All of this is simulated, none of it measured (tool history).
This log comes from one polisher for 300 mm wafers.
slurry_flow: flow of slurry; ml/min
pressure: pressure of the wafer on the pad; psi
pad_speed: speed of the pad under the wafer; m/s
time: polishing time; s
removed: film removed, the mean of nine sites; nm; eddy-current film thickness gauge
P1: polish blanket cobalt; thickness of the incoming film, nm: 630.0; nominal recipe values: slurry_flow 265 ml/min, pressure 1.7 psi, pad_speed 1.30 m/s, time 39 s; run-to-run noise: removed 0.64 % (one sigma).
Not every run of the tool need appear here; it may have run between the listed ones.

| run | hour | slurry_flow | pressure | pad_speed | time | wafers polished on this pad | hours since the slurry nozzle was cleaned | hours since the head pressure was calibrated | removed |
|---|---|---|---|---|---|---|---|---|---|
| 1 | 9.6 | 265 | 1.7 | 1.30 | 39 | 262 | 222.6 | 81.1 | 239.36 |
| 2 | 19.7 | 265 | 1.7 | 0.72 | 39 | 365 | 232.7 | 91.2 | 131.85 |
| 3 | 28.9 | 265 | 1.7 | 1.30 | 61 | 460 | 241.9 | 100.4 | 371.25 |
| 4 | 37.7 | 265 | 2.6 | 1.30 | 39 | 550 | 250.7 | 109.2 | 368.56 |
| 5 | 50.3 | 265 | 1.7 | 2.00 | 39 | 679 | 263.3 | 121.8 | 365.96 |
| 6 | 64.2 | 265 | 1.2 | 1.30 | 39 | 821 | 277.2 | 135.7 | 168.46 |
| 7 | 71.9 | 265 | 1.7 | 1.30 | 39 | 900 | 284.9 | 143.4 | 240.32 |
| 8 | 86.5 | 395 | 1.7 | 1.30 | 39 | 1050 | 299.5 | 158.0 | 247.50 |
| 9 | 99.2 | 160 | 1.7 | 1.30 | 39 | 1180 | 312.2 | 170.7 | 222.91 |
| 10 | 107.8 | 265 | 1.7 | 1.30 | 39 | 1268 | 320.8 | 179.3 | 239.13 |
| 11 | 115.0 | 350 | 2.4 | 1.30 | 39 | 1342 | 328.0 | 186.5 | 345.12 |

Estimate the outcome of run 12 from the log above:
| 12 | 123.5 | 265 | 1.7 | 1.30 | 21 | 1429 | 336.5 | 195.0 | ? |

{"run 12": {"removed": 127.58}}

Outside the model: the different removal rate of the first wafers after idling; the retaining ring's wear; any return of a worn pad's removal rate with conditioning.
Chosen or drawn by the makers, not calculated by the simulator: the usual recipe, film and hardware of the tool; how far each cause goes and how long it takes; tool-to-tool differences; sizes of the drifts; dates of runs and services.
